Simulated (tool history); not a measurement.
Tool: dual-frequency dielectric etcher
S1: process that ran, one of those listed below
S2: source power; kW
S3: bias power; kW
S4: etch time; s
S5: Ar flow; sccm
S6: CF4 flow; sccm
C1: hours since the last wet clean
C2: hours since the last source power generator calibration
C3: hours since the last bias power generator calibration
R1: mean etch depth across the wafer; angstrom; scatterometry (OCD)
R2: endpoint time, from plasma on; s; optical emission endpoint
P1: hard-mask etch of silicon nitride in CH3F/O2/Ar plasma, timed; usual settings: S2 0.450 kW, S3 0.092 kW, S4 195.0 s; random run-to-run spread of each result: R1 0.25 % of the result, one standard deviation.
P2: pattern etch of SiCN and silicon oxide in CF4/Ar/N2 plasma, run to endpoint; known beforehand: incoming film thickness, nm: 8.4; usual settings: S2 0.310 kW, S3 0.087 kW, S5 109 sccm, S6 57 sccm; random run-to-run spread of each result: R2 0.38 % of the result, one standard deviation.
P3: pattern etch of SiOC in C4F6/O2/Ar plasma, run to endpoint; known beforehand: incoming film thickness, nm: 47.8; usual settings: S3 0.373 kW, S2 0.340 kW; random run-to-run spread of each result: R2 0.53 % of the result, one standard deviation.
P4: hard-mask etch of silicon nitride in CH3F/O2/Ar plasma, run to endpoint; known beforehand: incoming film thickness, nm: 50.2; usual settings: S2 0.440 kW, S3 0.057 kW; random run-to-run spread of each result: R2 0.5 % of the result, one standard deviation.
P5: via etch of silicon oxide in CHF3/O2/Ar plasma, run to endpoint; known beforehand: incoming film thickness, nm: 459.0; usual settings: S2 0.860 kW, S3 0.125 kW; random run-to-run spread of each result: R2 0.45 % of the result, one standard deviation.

run	day	S1	S2	S3	S4	S5	S6	C1	C2	C3	R1	R2
1	0.204	P1	0.450	0.092	195.0			187.4	1455.3	2169.6	1557.0	
2	0.525	P1	0.450	0.092	195.0			195.1	1463.0	2177.3	1559.3	
3	0.758	P1	0.610	0.092	195.0			200.7	1468.6	2182.9	1749.3	
4	1.154	P1	0.450	0.092	257.5			210.2	1478.1	2192.4	2068.5	
5	1.554	P2	0.310	0.112		109	57	219.8	1487.7	2202.0		11.758
6	1.850	P2	0.310	0.087		109	57	226.9	1494.8	2209.1		12.920
7	2.062	P5	1.170	0.125				232.0	1499.9	2214.2		197.290
8	2.458	P1	0.450	0.092	195.0			241.5	1509.4	2223.7	1558.2	
9	2.829	P4	0.440	0.036				250.4	1518.3	2232.6		88.115
# day 2.867: source power generator calibrated
10	3.133	P4	0.280	0.057				257.7	6.5	2239.9		92.233
11	3.400	P1	0.450	0.069	195.0			264.1	12.9	2246.3	1408.6	
12	3.633	P1	0.450	0.092	195.0			269.7	18.5	2251.9	1548.4	
13	3.867	P1	0.450	0.070	141.0			275.3	24.1	2257.5	1027.1	
14	4.054	P3	0.340	0.248				279.8	28.6	2262.0		22.589
15	4.438	P3	0.240	0.373				289.0	37.8	2271.2		22.284
16	4.625	P5	0.860	0.158				293.5	42.3	2275.7		207.410
17	5.004	P1	0.450	0.092	195.0			302.6	51.4	2284.8	1553.7	
18	5.238	P2	0.390	0.087		109	57	308.2	57.0	2290.4		10.644
19	5.496	P4	0.440	0.057				314.4	63.2	2296.6		77.325
20	5.688	P1	0.330	0.092	195.0			319.0	67.8	2301.2	1391.9	
21	6.058	P2	0.310	0.087		109	68	327.9	76.7	2310.1		12.621
22	6.354	P3	0.340	0.373				335.0	83.8	2317.2		19.628
23	6.638	P1	0.450	0.092	140.5			341.8	90.6	2324.0	1123.7	
24	7.021	P1	0.450	0.092	195.0			351.0	99.8	2333.2	1556.7	
25	7.408	P1	0.450	0.128	195.0			360.3	109.1	2342.5	1766.6	
26	7.792	P2	0.310	0.087		81	57	369.5	118.3	2351.7		12.466
27	8.067	P5	0.860	0.125				376.1	124.9	2358.3		222.860
28	8.350	P1	0.450	0.092	195.0			382.9	131.7	2365.1	1564.6	
29	8.642	P1	0.450	0.092	195.0			389.9	138.7	2372.1	1551.4	
30	8.842	P1	0.450	0.092	195.0			394.7	143.5	2376.9	1540.9	
31	9.171	P1	0.450	0.092	195.0			402.6	151.4	2384.8	1538.0	

Expected results for the next run?
# day 9.446: wet clean of the chamber
32	9.538	P1	0.450	0.092	195.0			2.2	160.2	2393.6	?	

{"run 32": {"R1": 1533.7}}
